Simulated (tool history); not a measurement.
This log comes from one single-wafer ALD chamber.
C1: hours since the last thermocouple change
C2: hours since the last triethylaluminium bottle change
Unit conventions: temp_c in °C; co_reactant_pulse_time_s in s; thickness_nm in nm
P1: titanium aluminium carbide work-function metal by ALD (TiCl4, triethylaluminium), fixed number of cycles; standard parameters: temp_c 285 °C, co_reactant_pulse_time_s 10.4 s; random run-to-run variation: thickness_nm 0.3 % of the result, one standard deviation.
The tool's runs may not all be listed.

Run 1, hour 11.5: temp_c 285 °C, co_reactant_pulse_time_s 10.4 s; C1 665.4; C2 824.4. Result: thickness_nm 1.8855 nm.
Run 2, hour 25.4: temp_c 268 °C, co_reactant_pulse_time_s 16.73 s; C1 679.3; C2 838.3. Result: thickness_nm 1.7868 nm.
Run 3, hour 37.6: temp_c 285 °C, co_reactant_pulse_time_s 10.4 s; C1 691.5; C2 850.5. Result: thickness_nm 1.8834 nm.
Run 4, hour 49.1: temp_c 263 °C, co_reactant_pulse_time_s 10.4 s; C1 703; C2 862. Result: thickness_nm 1.6984 nm.
Run 5, hour 66.4: temp_c 308 °C, co_reactant_pulse_time_s 10.4 s; C1 720.3; C2 879.3. Result: thickness_nm 2.0867 nm.
Run 6, hour 79.2: temp_c 285 °C, co_reactant_pulse_time_s 4.14 s; C1 733.1; C2 892.1. Result: thickness_nm 1.4664 nm.
Run 7, hour 92.2: temp_c 285 °C, co_reactant_pulse_time_s 17.34 s; C1 746.1; C2 905.1. Result: thickness_nm 1.9287 nm.
Run 8, hour 107.7: temp_c 285 °C, co_reactant_pulse_time_s 10.4 s; C1 761.6; C2 920.6. Result: thickness_nm 1.8942 nm.
Run 9, hour 125.7: temp_c 285 °C, co_reactant_pulse_time_s 10.4 s; C1 779.6; C2 938.6. Result: thickness_nm 1.8774 nm.
Run 10, hour 134.4: temp_c 285 °C, co_reactant_pulse_time_s 10.4 s; C1 788.3; C2 947.3. Result: thickness_nm 1.8778 nm.
Run 11, hour 153.5: temp_c 285 °C, co_reactant_pulse_time_s 10.4 s; C1 807.4; C2 966.4. Result: thickness_nm 1.8858 nm.
Run 12, hour 171.9: temp_c 285 °C, co_reactant_pulse_time_s 10.4 s; C1 825.8; C2 984.8. Result: thickness_nm 1.8563 nm.
Run 13, hour 182.6: temp_c 285 °C, co_reactant_pulse_time_s 10.4 s; C1 836.5; C2 995.5. Result: thickness_nm 1.8503 nm.
Run 14, hour 197: temp_c 285 °C, co_reactant_pulse_time_s 10.4 s; C1 850.9; C2 1009.9. Result: thickness_nm 1.8427 nm.
Run 15, hour 206: temp_c 285 °C, co_reactant_pulse_time_s 10.4 s; C1 859.9; C2 1018.9. Result: thickness_nm 1.8352 nm.
Run 16, hour 222: temp_c 285 °C, co_reactant_pulse_time_s 10.4 s; C1 875.9; C2 1034.9. Result: thickness_nm 1.8387 nm.
Run 17, hour 237.8: temp_c 285 °C, co_reactant_pulse_time_s 10.4 s; C1 891.7; C2 1050.7. Result: thickness_nm 1.8391 nm.
Run 18, hour 248.9: temp_c 285 °C, co_reactant_pulse_time_s 10.4 s; C1 902.8; C2 1061.8. Result: thickness_nm 1.8393 nm.

Run 19 comes next. What will it give?
Run 19, hour 264.3: temp_c 285 °C, co_reactant_pulse_time_s 10.4 s; C1 918.2; C2 1077.2. Result: thickness_nm ?.

Run 19 measured thickness_nm 1.8327 nm.
